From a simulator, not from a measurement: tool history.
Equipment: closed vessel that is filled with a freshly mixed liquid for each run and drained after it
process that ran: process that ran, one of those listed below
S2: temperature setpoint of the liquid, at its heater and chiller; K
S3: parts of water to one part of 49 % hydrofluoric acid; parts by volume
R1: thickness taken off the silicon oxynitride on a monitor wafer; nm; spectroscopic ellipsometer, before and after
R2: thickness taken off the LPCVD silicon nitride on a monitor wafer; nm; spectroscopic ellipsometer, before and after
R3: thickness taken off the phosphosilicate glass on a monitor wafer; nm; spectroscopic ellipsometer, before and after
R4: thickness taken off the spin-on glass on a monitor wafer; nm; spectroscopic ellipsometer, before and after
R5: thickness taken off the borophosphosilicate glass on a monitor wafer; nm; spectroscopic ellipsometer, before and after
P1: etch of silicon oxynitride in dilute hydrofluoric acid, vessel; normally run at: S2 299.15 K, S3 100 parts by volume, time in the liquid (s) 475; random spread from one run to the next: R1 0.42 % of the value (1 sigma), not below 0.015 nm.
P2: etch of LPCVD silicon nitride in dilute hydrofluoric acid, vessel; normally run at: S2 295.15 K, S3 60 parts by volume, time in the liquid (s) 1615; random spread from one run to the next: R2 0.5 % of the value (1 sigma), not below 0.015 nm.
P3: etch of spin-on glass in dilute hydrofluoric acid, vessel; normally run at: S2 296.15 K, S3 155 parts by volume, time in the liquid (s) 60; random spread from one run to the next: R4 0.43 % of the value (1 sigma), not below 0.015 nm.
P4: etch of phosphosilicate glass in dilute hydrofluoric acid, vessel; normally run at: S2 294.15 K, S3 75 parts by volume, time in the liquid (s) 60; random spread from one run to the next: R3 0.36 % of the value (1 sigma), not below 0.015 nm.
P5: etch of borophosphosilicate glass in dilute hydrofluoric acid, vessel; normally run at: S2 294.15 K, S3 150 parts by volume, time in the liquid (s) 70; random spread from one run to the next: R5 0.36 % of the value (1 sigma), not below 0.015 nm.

run 1 hour=4.7 | process_that_ran=P1 S2=299.15 S3=100 time_in_the_liquid_(s)=475 | R1=13.04700
run 2 hour=8.4 | process_that_ran=P2 S2=301.15 S3=60 time_in_the_liquid_(s)=1615 | R2=18.6450
run 3 hour=13.9 | process_that_ran=P4 S2=294.15 S3=75 time_in_the_liquid_(s)=60 | R3=68.618
run 4 hour=19.1 | process_that_ran=P1 S2=299.15 S3=100 time_in_the_liquid_(s)=475 | R1=13.03400
run 5 hour=24.5 | process_that_ran=P4 S2=294.15 S3=75 time_in_the_liquid_(s)=115 | R3=131.470
run 6 hour=29.8 | process_that_ran=P1 S2=299.15 S3=140 time_in_the_liquid_(s)=80 | R1=1.52400
run 7 hour=33.5 | process_that_ran=P2 S2=295.15 S3=20 time_in_the_liquid_(s)=1615 | R2=35.9820
run 8 hour=36.3 | process_that_ran=P1 S2=299.15 S3=55 time_in_the_liquid_(s)=475 | R1=24.61700
run 9 hour=39.4 | process_that_ran=P1 S2=299.15 S3=40 time_in_the_liquid_(s)=260 | R1=18.94800
run 10 hour=42.2 | process_that_ran=P1 S2=299.15 S3=180 time_in_the_liquid_(s)=475 | R1=6.78670
run 11 hour=47.3 | process_that_ran=P1 S2=307.15 S3=100 time_in_the_liquid_(s)=475 | R1=18.76100
run 12 hour=51.1 | process_that_ran=P4 S2=290.15 S3=75 time_in_the_liquid_(s)=60 | R3=58.242
run 13 hour=55.6 | process_that_ran=P3 S2=296.15 S3=20 time_in_the_liquid_(s)=60 | R4=175.4200
run 14 hour=59.2 | process_that_ran=P5 S2=290.15 S3=150 time_in_the_liquid_(s)=70 | R5=13.661
run 15 hour=63.2 | process_that_ran=P3 S2=296.15 S3=155 time_in_the_liquid_(s)=30 | R4=9.5396
run 16 hour=68.3 | process_that_ran=P4 S2=294.15 S3=20 time_in_the_liquid_(s)=60 | R3=277.480
run 17 hour=72.8 | process_that_ran=P1 S2=294.15 S3=35 time_in_the_liquid_(s)=475 | R1=30.81400
run 18 hour=77.4 | process_that_ran=P4 S2=294.15 S3=75 time_in_the_liquid_(s)=60 | R3=68.992
run 19 hour=80.8 | process_that_ran=P1 S2=299.15 S3=100 time_in_the_liquid_(s)=475 | R1=13.11000
run 20 hour=86.1 | process_that_ran=P1 S2=299.15 S3=100 time_in_the_liquid_(s)=475 | R1=13.06900
run 21 hour=90.5 | process_that_ran=P1 S2=299.15 S3=100 time_in_the_liquid_(s)=475 | R1=13.08900
run 22 hour=96.1 | process_that_ran=P3 S2=303.65 S3=155 time_in_the_liquid_(s)=60 | R4=25.3850
run 23 hour=101.2 | process_that_ran=P2 S2=295.15 S3=60 time_in_the_liquid_(s)=845 | R2=6.4771
run 24 hour=104.3 | process_that_ran=P1 S2=299.15 S3=100 time_in_the_liquid_(s)=30 | R1=0.83754
run 25 hour=109.7 | process_that_ran=P2 S2=295.15 S3=60 time_in_the_liquid_(s)=1615 | R2=12.4170
run 26 hour=112.4 | process_that_ran=P3 S2=296.15 S3=155 time_in_the_liquid_(s)=60 | R4=19.1460
run 27 hour=115.8 | process_that_ran=P5 S2=294.15 S3=70 time_in_the_liquid_(s)=70 | R5=37.981
run 28 hour=119.0 | process_that_ran=P1 S2=299.15 S3=100 time_in_the_liquid_(s)=695 | R1=19.14500
-- hour=120.1 thermometer replaced
run 29 hour=123.5 | process_that_ran=P1 S2=292.15 S3=100 time_in_the_liquid_(s)=475 | R1=9.35750
run 30 hour=128.2 | process_that_ran=P5 S2=294.15 S3=150 time_in_the_liquid_(s)=130 | R5=29.872
run 31 hour=131.5 | process_that_ran=P5 S2=294.15 S3=150 time_in_the_liquid_(s)=70 | R5=16.059
run 32 hour=135.0 | process_that_ran=P1 S2=299.15 S3=100 time_in_the_liquid_(s)=475 | R1=12.99300
run 33 hour=138.0 | process_that_ran=P1 S2=299.15 S3=100 time_in_the_liquid_(s)=475 | R1=12.75500
run 34 hour=143.7 | process_that_ran=P1 S2=299.15 S3=100 time_in_the_liquid_(s)=475 | R1=12.45700
run 35 hour=148.2 | process_that_ran=P1 S2=299.15 S3=100 time_in_the_liquid_(s)=475 | R1=12.23700
run 36 hour=152.8 | process_that_ran=P1 S2=299.15 S3=100 time_in_the_liquid_(s)=475 | R1=12.33700
run 37 hour=155.5 | process_that_ran=P1 S2=299.15 S3=100 time_in_the_liquid_(s)=475 | R1=12.16600
run 38 hour=158.3 | process_that_ran=P1 S2=299.15 S3=100 time_in_the_liquid_(s)=475 | R1=12.19100
run 39 hour=162.9 | process_that_ran=P1 S2=299.15 S3=100 time_in_the_liquid_(s)=475 | R1=12.16100

What P1 gives has crept off from where it sat before. The 2 causes that follow fit the log equally well, each at the size noted:
A: liquid colder than its thermometer reads (K) = 1.46
B: hydrofluoric acid flow below the setpoint (%) = 6.04
The gradual shift began around hour 135.0.

Which of the check runs below tells the causes apart, meaning the causes would give it clearly different results? Each run uses 2 wafers whose results are averaged, and each result is shown as a question mark.
run check 1 hour=167.5 | process_that_ran=P5 S2=290.15 S3=70 time_in_the_liquid_(s)=70 | R5=?
run check 2 hour=167.5 | process_that_ran=P2 S2=299.65 S3=60 time_in_the_liquid_(s)=1010 | R2=?
run check 3 hour=167.5 | process_that_ran=P3 S2=296.15 S3=30 time_in_the_liquid_(s)=60 | R4=?
run check 4 hour=167.5 | process_that_ran=P4 S2=290.15 S3=75 time_in_the_liquid_(s)=110 | R3=?

Expected result of each check under each candidate cause:
check=check_1 result=R5 if_A=29.921 if_B=29.799
check=check_2 result=R2 if_A=9.4861 if_B=9.8253
check=check_3 result=R4 if_A=108.3300 if_B=108.0000
check=check_4 result=R3 if_A=100.140 if_B=99.679
Gap, in per cent, between the two causes that each check separates least, read from the result that separates them most: check 1 0.41 %; check 2 3.51 %; check 3 0.3 %; check 4 0.46 %
Check 2 tells the causes apart: in the others they would give nearly the same result.

Here is what check 2 returned: R2 9.4489 nm. Which cause is it?

Of the candidate causes, it is A: liquid colder than its thermometer reads (K).
